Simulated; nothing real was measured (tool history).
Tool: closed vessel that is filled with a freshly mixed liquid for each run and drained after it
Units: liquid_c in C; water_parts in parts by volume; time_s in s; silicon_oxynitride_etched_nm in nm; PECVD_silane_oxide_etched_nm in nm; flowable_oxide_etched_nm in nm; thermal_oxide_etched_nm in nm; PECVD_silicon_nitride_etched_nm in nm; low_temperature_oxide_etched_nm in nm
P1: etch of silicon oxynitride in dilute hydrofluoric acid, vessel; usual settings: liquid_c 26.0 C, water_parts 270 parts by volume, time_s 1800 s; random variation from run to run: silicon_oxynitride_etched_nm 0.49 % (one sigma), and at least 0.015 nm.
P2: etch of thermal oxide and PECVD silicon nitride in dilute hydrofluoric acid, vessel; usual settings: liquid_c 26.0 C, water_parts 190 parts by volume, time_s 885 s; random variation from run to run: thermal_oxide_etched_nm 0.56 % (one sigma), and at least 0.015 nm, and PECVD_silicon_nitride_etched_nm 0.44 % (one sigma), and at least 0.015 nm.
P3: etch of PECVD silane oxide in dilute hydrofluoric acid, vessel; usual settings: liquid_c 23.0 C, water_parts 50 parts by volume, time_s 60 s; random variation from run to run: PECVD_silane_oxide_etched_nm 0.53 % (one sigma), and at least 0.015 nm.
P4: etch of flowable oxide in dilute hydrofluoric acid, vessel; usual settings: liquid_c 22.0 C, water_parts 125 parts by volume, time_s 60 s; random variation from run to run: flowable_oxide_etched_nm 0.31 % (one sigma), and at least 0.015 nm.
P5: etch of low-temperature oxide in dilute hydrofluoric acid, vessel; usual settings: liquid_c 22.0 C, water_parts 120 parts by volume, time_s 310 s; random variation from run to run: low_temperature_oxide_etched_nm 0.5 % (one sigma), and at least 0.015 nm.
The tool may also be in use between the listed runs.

run,hour,process,liquid_c,water_parts,time_s,hours since the thermometer was replaced,hours since the hydrofluoric acid flow meter was replaced,silicon_oxynitride_etched_nm,PECVD_silane_oxide_etched_nm,flowable_oxide_etched_nm,thermal_oxide_etched_nm,PECVD_silicon_nitride_etched_nm,low_temperature_oxide_etched_nm
1,3.7,P1,26.0,270,1800,567.5,393.4,9.41330,,,,,
2,9.4,P1,26.0,270,1800,573.2,399.1,9.33130,,,,,
3,14.7,P3,23.0,50,60,578.5,404.4,,33.994,,,,
4,20.7,P4,22.0,125,105,584.5,410.4,,,40.663,,,
5,24.8,P4,22.0,125,60,588.6,414.5,,,23.472,,,
6,29.1,P1,26.0,445,1800,592.9,418.8,4.98260,,,,,
7,34.1,P3,18.0,50,60,597.9,423.8,,27.256,,,,
8,39.1,P2,26.0,270,885,602.9,428.8,,,,14.509,8.4509,
9,42.4,P1,26.0,270,1800,606.2,432.1,9.38640,,,,,
10,46.0,P5,22.0,120,310,609.8,435.7,,,,,,51.412
11,49.1,P1,26.0,270,1800,612.9,438.8,9.43050,,,,,
12,54.1,P2,26.0,190,885,617.9,443.8,,,,22.640,12.0580,
13,59.4,P5,30.0,120,310,623.2,449.1,,,,,,69.787
14,63.7,P1,26.0,270,1800,627.5,453.4,9.39520,,,,,
15,68.8,P3,23.0,85,60,632.6,458.5,,18.908,,,,
16,74.5,P1,31.0,270,1800,638.3,464.2,11.59800,,,,,
17,80.5,P1,26.0,270,1800,644.3,470.2,9.39030,,,,,
18,84.1,P5,22.0,175,310,647.9,473.8,,,,,,33.142
19,89.2,P3,23.0,50,30,653.0,478.9,,17.054,,,,
20,95.9,P1,26.0,380,610,659.7,485.6,2.10670,,,,,
21,99.0,P5,22.0,120,595,662.8,488.7,,,,,,99.505
22,102.9,P2,26.0,190,450,666.7,492.6,,,,11.614,6.1212,
23,108.2,P1,26.0,110,1800,672.0,497.9,26.01900,,,,,
24,113.1,P4,22.0,180,60,676.9,502.8,,,15.300,,,
25,118.8,P1,21.0,270,1800,682.6,508.5,7.53990,,,,,
26,124.9,P2,26.0,190,885,688.7,514.6,,,,22.596,11.9400,
27,129.0,P4,28.0,125,60,692.8,518.7,,,29.338,,,
28,135.0,P2,31.5,190,885,698.8,524.7,,,,27.893,16.8230,
29,138.5,P1,26.0,270,140,702.3,528.2,0.73948,,,,,
30,142.3,P1,26.0,270,3535,706.1,532.0,18.44700,,,,,
31,145.3,P1,26.0,270,1800,709.1,535.0,9.34510,,,,,
32,151.7,P1,26.0,270,1800,715.5,541.4,9.40730,,,,,
33,155.5,P1,26.0,270,1800,719.3,545.2,9.65430,,,,,
34,160.2,P1,26.0,270,1800,724.0,549.9,9.84440,,,,,
35,164.1,P1,26.0,270,1800,727.9,553.8,10.00700,,,,,
36,168.9,P1,26.0,270,1800,732.7,558.6,10.07600,,,,,
37,175.2,P1,26.0,270,1800,739.0,564.9,10.18400,,,,,

Run 38 comes next. What will it give?
38,179.6,P1,26.0,270,1800,743.4,569.3,?,,,,,

silicon_oxynitride_etched_nm: 10.25000 nm
